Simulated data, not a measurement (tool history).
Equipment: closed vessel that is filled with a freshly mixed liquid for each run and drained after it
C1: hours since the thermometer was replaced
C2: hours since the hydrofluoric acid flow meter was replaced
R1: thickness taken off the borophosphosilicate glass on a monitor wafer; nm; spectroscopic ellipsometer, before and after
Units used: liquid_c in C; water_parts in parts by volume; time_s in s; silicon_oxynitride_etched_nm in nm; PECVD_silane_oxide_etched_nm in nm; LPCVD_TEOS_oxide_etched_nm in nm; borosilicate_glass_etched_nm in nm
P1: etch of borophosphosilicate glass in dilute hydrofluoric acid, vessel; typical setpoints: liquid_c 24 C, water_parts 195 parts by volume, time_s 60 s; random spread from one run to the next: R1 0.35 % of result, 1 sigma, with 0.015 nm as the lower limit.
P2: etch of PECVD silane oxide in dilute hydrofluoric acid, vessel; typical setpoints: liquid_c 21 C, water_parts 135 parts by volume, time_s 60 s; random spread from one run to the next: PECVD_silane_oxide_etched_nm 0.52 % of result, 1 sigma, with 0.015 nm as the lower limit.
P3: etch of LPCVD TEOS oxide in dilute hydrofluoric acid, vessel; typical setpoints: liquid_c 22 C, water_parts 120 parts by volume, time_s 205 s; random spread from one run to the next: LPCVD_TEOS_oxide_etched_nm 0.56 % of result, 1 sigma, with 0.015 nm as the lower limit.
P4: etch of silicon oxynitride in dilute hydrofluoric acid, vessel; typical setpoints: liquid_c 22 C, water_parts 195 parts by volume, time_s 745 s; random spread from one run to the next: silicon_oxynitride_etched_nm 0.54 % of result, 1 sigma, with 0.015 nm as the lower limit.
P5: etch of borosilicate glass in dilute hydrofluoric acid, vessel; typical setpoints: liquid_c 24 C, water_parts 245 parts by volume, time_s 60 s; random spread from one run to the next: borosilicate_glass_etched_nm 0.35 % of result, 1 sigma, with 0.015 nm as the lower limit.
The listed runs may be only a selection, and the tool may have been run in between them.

Run 1, hour 5.3: process P1, liquid_c 24 C, water_parts 195 parts by volume, time_s 60 s; C1 219.3; C2 673. Result: R1 18.971 nm.
Run 2, hour 12.4: process P1, liquid_c 24 C, water_parts 110 parts by volume, time_s 60 s; C1 226.4; C2 680.1. Result: R1 37.165 nm.
Run 3, hour 22.7: process P1, liquid_c 28 C, water_parts 195 parts by volume, time_s 60 s; C1 236.7; C2 690.4. Result: R1 22.025 nm.
Run 4, hour 31: process P4, liquid_c 22 C, water_parts 195 parts by volume, time_s 745 s; C1 245; C2 698.7. Result: silicon_oxynitride_etched_nm 4.6301 nm.
Run 5, hour 40: process P1, liquid_c 24 C, water_parts 195 parts by volume, time_s 60 s; C1 254; C2 707.7. Result: R1 18.99 nm.
Run 6, hour 47.5: process P2, liquid_c 21 C, water_parts 200 parts by volume, time_s 60 s; C1 261.5; C2 715.2. Result: PECVD_silane_oxide_etched_nm 5.1755 nm.
Run 7, hour 57.7: process P2, liquid_c 25 C, water_parts 135 parts by volume, time_s 60 s; C1 271.7; C2 725.4. Result: PECVD_silane_oxide_etched_nm 9.4673 nm.
Run 8, hour 68.4: process P4, liquid_c 28.5 C, water_parts 195 parts by volume, time_s 745 s; C1 282.4; C2 736.1. Result: silicon_oxynitride_etched_nm 6.2053 nm.
Run 9, hour 78.3: process P1, liquid_c 24 C, water_parts 195 parts by volume, time_s 60 s; C1 292.3; C2 746. Result: R1 19.098 nm.
Run 10, hour 85.3: process P3, liquid_c 22 C, water_parts 120 parts by volume, time_s 205 s; C1 299.3; C2 753. Result: LPCVD_TEOS_oxide_etched_nm 31.758 nm.
Run 11, hour 95.2: process P4, liquid_c 22 C, water_parts 195 parts by volume, time_s 1400 s; C1 309.2; C2 762.9. Result: silicon_oxynitride_etched_nm 8.5912 nm.
Run 12, hour 106.6: process P1, liquid_c 24 C, water_parts 350 parts by volume, time_s 60 s; C1 320.6; C2 774.3. Result: R1 9.0292 nm.
Run 13, hour 117.3: process P2, liquid_c 21 C, water_parts 135 parts by volume, time_s 95 s; C1 331.3; C2 785. Result: PECVD_silane_oxide_etched_nm 12.898 nm.
Run 14, hour 125.2: process P5, liquid_c 24 C, water_parts 245 parts by volume, time_s 60 s; C1 339.2; C2 792.9. Result: borosilicate_glass_etched_nm 10.599 nm.
Run 15, hour 131.9: process P5, liquid_c 24 C, water_parts 245 parts by volume, time_s 60 s; C1 345.9; C2 799.6. Result: borosilicate_glass_etched_nm 10.598 nm.
Run 16, hour 137.5: process P1, liquid_c 19.5 C, water_parts 195 parts by volume, time_s 60 s; C1 351.5; C2 805.2. Result: R1 16.001 nm.
Run 17, hour 147.3: process P5, liquid_c 24 C, water_parts 80 parts by volume, time_s 60 s; C1 361.3; C2 815. Result: borosilicate_glass_etched_nm 39.135 nm.
Run 18, hour 156.1: process P2, liquid_c 21 C, water_parts 135 parts by volume, time_s 60 s; C1 370.1; C2 823.8. Result: PECVD_silane_oxide_etched_nm 8.189 nm.
Run 19, hour 163.6: process P1, liquid_c 24 C, water_parts 195 parts by volume, time_s 30 s; C1 377.6; C2 831.3. Result: R1 9.523 nm.
Run 20, hour 172.2: process P3, liquid_c 29.5 C, water_parts 120 parts by volume, time_s 205 s; C1 386.2; C2 839.9. Result: LPCVD_TEOS_oxide_etched_nm 42.024 nm.
Run 21, hour 178.3: process P5, liquid_c 17 C, water_parts 245 parts by volume, time_s 60 s; C1 392.3; C2 846. Result: borosilicate_glass_etched_nm 8.145 nm.
Run 22, hour 183.4: process P3, liquid_c 22 C, water_parts 120 parts by volume, time_s 205 s; C1 397.4; C2 851.1. Result: LPCVD_TEOS_oxide_etched_nm 31.661 nm.
Run 23, hour 191: process P1, liquid_c 29 C, water_parts 195 parts by volume, time_s 105 s; C1 405; C2 858.7. Result: R1 39.864 nm.
Run 24, hour 201.1: process P5, liquid_c 24 C, water_parts 245 parts by volume, time_s 30 s; C1 415.1; C2 868.8. Result: borosilicate_glass_etched_nm 5.315 nm.

Forecast run 25:
Run 25, hour 208.5: process P4, liquid_c 22 C, water_parts 35 parts by volume, time_s 745 s; C1 422.5; C2 876.2. Result: silicon_oxynitride_etched_nm ?.

For run 25 the tool returned silicon_oxynitride_etched_nm 29.068 nm.
